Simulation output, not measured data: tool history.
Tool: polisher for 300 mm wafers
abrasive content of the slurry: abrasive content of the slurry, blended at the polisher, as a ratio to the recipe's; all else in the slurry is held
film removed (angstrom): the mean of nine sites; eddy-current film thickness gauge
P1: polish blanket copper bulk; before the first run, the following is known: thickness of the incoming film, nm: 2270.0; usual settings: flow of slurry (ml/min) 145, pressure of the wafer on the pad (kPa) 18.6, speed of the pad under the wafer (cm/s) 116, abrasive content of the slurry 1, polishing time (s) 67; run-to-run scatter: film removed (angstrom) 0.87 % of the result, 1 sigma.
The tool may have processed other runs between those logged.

run,day,flow of slurry (ml/min),pressure of the wafer on the pad (kPa),speed of the pad under the wafer (cm/s),abrasive content of the slurry,polishing time (s),wafers polished on this pad,hours since the slurry nozzle was cleaned,hours since the head pressure was calibrated,hours since the slurry blender was calibrated,film removed (angstrom)
1,0.25,145,18.6,116,1,67,189,513.8,160.6,268,8058.1
2,0.629,145,18.6,116,0.55,67,276,522.9,169.7,277.1,7107
3,0.95,145,18.6,116,1,67,349,530.6,177.4,284.8,8157.1
4,1.317,145,18.6,116,1.4,67,433,539.4,186.2,293.6,8887.7
# day 1.338: worn pad replaced by a new one
5,1.717,145,18.6,116,1,67,87,549,195.8,303.2,8161.4
6,2.038,145,18.6,52,1,67,160,556.7,203.5,310.9,3629.1
7,2.283,145,11.7,116,0.7,67,216,562.6,209.4,316.8,4775.6
8,2.529,145,28.3,116,1,67,272,568.5,215.3,322.7,12239
9,2.917,195,18.6,116,1,67,361,577.8,224.6,332,8597.5
10,3.133,85,18.6,116,1,67,411,583,229.8,337.2,7262.3
11,3.333,145,18.6,116,1,67,456,587.8,234.6,342,8198.1
12,3.612,145,18.6,164,1,67,520,594.5,241.3,348.7,11462
13,4.008,145,18.6,116,1,38,611,604,250.8,358.2,4602.8
14,4.233,145,11.7,116,1,67,662,609.4,256.2,363.6,5066.1
15,4.5,145,18.6,116,1,67,723,615.8,262.6,370,8077.7

Run 16 has not been measured yet. What should we expect?
16,4.8,145,18.6,90,1.4,67,792,623,269.8,377.2,?

film removed (angstrom): 6728.9
